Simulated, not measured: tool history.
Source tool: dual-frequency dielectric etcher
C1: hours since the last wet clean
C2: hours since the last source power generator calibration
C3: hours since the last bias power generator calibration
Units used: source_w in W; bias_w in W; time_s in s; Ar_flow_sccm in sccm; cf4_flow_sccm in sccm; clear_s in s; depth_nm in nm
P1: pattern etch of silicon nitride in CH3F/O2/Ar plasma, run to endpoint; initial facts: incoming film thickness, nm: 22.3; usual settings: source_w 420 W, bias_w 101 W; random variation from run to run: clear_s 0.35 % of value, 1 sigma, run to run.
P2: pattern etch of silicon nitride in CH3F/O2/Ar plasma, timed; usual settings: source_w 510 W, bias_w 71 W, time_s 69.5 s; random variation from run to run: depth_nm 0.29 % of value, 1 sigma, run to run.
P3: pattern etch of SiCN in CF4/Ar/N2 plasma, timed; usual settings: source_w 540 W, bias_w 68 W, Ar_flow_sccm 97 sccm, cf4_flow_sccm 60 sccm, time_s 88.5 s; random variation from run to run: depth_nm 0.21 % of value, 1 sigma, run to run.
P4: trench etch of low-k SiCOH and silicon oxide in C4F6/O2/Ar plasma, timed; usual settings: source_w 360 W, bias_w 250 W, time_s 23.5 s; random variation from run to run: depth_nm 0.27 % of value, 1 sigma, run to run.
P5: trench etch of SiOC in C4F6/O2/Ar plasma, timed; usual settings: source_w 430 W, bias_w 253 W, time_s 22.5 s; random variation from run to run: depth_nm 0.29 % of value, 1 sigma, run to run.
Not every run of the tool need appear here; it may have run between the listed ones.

run 1 hour=3.5 | process=P1 source_w=420 bias_w=101 | C1=194 C2=720.6 C3=3690.9 | clear_s=28.678
run 2 hour=6.1 | process=P5 source_w=290 bias_w=253 time_s=22.5 | C1=196.6 C2=723.2 C3=3693.5 | depth_nm=46.397
run 3 hour=10.7 | process=P1 source_w=260 bias_w=101 | C1=201.2 C2=727.8 C3=3698.1 | clear_s=34.468
run 4 hour=15.3 | process=P3 source_w=540 bias_w=68 time_s=117.5 Ar_flow_sccm=97 cf4_flow_sccm=60 | C1=205.8 C2=732.4 C3=3702.7 | depth_nm=113.89
run 5 hour=20.2 | process=P5 source_w=430 bias_w=253 time_s=22.5 | C1=210.7 C2=737.3 C3=3707.6 | depth_nm=53.717
run 6 hour=25.4 | process=P4 source_w=510 bias_w=250 time_s=23.5 | C1=215.9 C2=742.5 C3=3712.8 | depth_nm=88.89
run 7 hour=29.1 | process=P1 source_w=510 bias_w=77 | C1=219.6 C2=746.2 C3=3716.5 | clear_s=29.344
run 8 hour=32.5 | process=P1 source_w=560 bias_w=124 | C1=223 C2=749.6 C3=3719.9 | clear_s=23.834
run 9 hour=37.5 | process=P5 source_w=430 bias_w=253 time_s=22.5 | C1=228 C2=754.6 C3=3724.9 | depth_nm=53.988
run 10 hour=41.6 | process=P1 source_w=420 bias_w=124 | C1=232.1 C2=758.7 C3=3729 | clear_s=26.67
run 11 hour=46.1 | process=P3 source_w=540 bias_w=68 time_s=88.5 Ar_flow_sccm=97 cf4_flow_sccm=60 | C1=236.6 C2=763.2 C3=3733.5 | depth_nm=85.66
run 12 hour=51.4 | process=P2 source_w=720 bias_w=71 time_s=69.5 | C1=241.9 C2=768.5 C3=3738.8 | depth_nm=61.129
run 13 hour=54.5 | process=P1 source_w=420 bias_w=60 | C1=245 C2=771.6 C3=3741.9 | clear_s=34.297
run 14 hour=60.5 | process=P1 source_w=420 bias_w=101 | C1=251 C2=777.6 C3=3747.9 | clear_s=28.718
run 15 hour=65.7 | process=P2 source_w=510 bias_w=71 time_s=69.5 | C1=256.2 C2=782.8 C3=3753.1 | depth_nm=53.608
run 16 hour=69.4 | process=P4 source_w=360 bias_w=250 time_s=23.5 | C1=259.9 C2=786.5 C3=3756.8 | depth_nm=77.759
run 17 hour=72.6 | process=P2 source_w=510 bias_w=44 time_s=69.5 | C1=263.1 C2=789.7 C3=3760 | depth_nm=46.347
run 18 hour=76.8 | process=P3 source_w=380 bias_w=68 time_s=88.5 Ar_flow_sccm=97 cf4_flow_sccm=60 | C1=267.3 C2=793.9 C3=3764.2 | depth_nm=62.981
run 19 hour=81.6 | process=P4 source_w=360 bias_w=152 time_s=23.5 | C1=272.1 C2=798.7 C3=3769 | depth_nm=66.538
run 20 hour=85.1 | process=P1 source_w=300 bias_w=120 | C1=275.6 C2=802.2 C3=3772.5 | clear_s=30.513
run 21 hour=89.1 | process=P2 source_w=510 bias_w=71 time_s=42.5 | C1=279.6 C2=806.2 C3=3776.5 | depth_nm=32.681
run 22 hour=94.9 | process=P3 source_w=540 bias_w=68 time_s=88.5 Ar_flow_sccm=59 cf4_flow_sccm=60 | C1=285.4 C2=812 C3=3782.3 | depth_nm=92.336
run 23 hour=100.6 | process=P3 source_w=540 bias_w=54 time_s=88.5 Ar_flow_sccm=97 cf4_flow_sccm=60 | C1=291.1 C2=817.7 C3=3788 | depth_nm=79.343
run 24 hour=103.4 | process=P5 source_w=430 bias_w=200 time_s=22.5 | C1=293.9 C2=820.5 C3=3790.8 | depth_nm=50.004
run 25 hour=108.4 | process=P3 source_w=540 bias_w=68 time_s=88.5 Ar_flow_sccm=97 cf4_flow_sccm=82 | C1=298.9 C2=825.5 C3=3795.8 | depth_nm=89.62
run 26 hour=112.9 | process=P1 source_w=420 bias_w=101 | C1=303.4 C2=830 C3=3800.3 | clear_s=28.544
run 27 hour=116.3 | process=P5 source_w=430 bias_w=253 time_s=13.5 | C1=306.8 C2=833.4 C3=3803.7 | depth_nm=32.375
run 28 hour=122 | process=P1 source_w=420 bias_w=101 | C1=312.5 C2=839.1 C3=3809.4 | clear_s=28.758
run 29 hour=127.4 | process=P1 source_w=420 bias_w=101 | C1=317.9 C2=844.5 C3=3814.8 | clear_s=28.835
run 30 hour=131.1 | process=P4 source_w=360 bias_w=250 time_s=14 | C1=321.6 C2=848.2 C3=3818.5 | depth_nm=46.389
run 31 hour=136.3 | process=P1 source_w=550 bias_w=101 | C1=326.8 C2=853.4 C3=3823.7 | clear_s=25.926
run 32 hour=140.7 | process=P3 source_w=540 bias_w=68 time_s=88.5 Ar_flow_sccm=97 cf4_flow_sccm=60 | C1=331.2 C2=857.8 C3=3828.1 | depth_nm=85.559
run 33 hour=145.1 | process=P1 source_w=420 bias_w=101 | C1=335.6 C2=862.2 C3=3832.5 | clear_s=28.645
run 34 hour=148.9 | process=P1 source_w=420 bias_w=101 | C1=339.4 C2=866 C3=3836.3 | clear_s=28.811
run 35 hour=151.6 | process=P1 source_w=420 bias_w=101 | C1=342.1 C2=868.7 C3=3839 | clear_s=28.918
run 36 hour=156.4 | process=P1 source_w=420 bias_w=101 | C1=346.9 C2=873.5 C3=3843.8 | clear_s=29.198
run 37 hour=161.1 | process=P1 source_w=420 bias_w=101 | C1=351.6 C2=878.2 C3=3848.5 | clear_s=29.059
-- hour=162.3 wet clean of the chamber
run 38 hour=163.7 | process=P1 source_w=420 bias_w=101 | C1=1.4 C2=880.8 C3=3851.1 | clear_s=29.239
run 39 hour=166.7 | process=P1 source_w=420 bias_w=101 | C1=4.4 C2=883.8 C3=3854.1 | clear_s=29.08
run 40 hour=172.5 | process=P1 source_w=420 bias_w=101 | C1=10.2 C2=889.6 C3=3859.9 | clear_s=29.114
run 41 hour=177 | process=P1 source_w=420 bias_w=101 | C1=14.7 C2=894.1 C3=3864.4 | clear_s=29.187
run 42 hour=181 | process=P1 source_w=420 bias_w=101 | C1=18.7 C2=898.1 C3=3868.4 | clear_s=29.06
run 43 hour=185.4 | process=P1 source_w=420 bias_w=101 | C1=23.1 C2=902.5 C3=3872.8 | clear_s=29.286

Compared with where it was, what P1 gives has crept away. Each cause listed below fits the log as well as the rest, at the size given for it:
A: bias power that arrives under what is set, % = 4.72
B: source power that arrives under what is set, % = 4.63
Onset of the creep was near hour 145.1.
Each remaining cause and why it is not a fit:
chamber walls in a state that lowers the etch rate, %: work on it at hour 162.3, done after the drift set in, did not restore what the process gave before

Below are 4 check runs, each on a single wafer, with their results shown as question marks. Which of them would tell the listed causes apart, meaning the causes would give clearly different results under it?
run check 1 hour=189.8 | process=P4 source_w=500 bias_w=153 time_s=23.5 | depth_nm=?
run check 2 hour=189.8 | process=P5 source_w=310 bias_w=253 time_s=14 | depth_nm=?
run check 3 hour=189.8 | process=P2 source_w=700 bias_w=71 time_s=54.5 | depth_nm=?
run check 4 hour=189.8 | process=P3 source_w=540 bias_w=68 time_s=88.5 Ar_flow_sccm=97 cf4_flow_sccm=78 | depth_nm=?

What each check would give under each cause:
check=check_1 result=depth_nm if_A=74.519 if_B=74.195
check=check_2 result=depth_nm if_A=29.13 if_B=29.089
check=check_3 result=depth_nm if_A=46.605 if_B=46.485
check=check_4 result=depth_nm if_A=87.878 if_B=85.624
Gap, in per cent, between the two causes that each check separates least, read from the result that separates them most: check 1 0.44 %; check 2 0.14 %; check 3 0.26 %; check 4 2.6 %
Check 4 tells the causes apart: in the others they would give nearly the same result.

With check 4 done, the readings were: depth_nm 85.838 nm. Identify which of the listed causes applies.

It is B: source power that arrives under what is set, %.
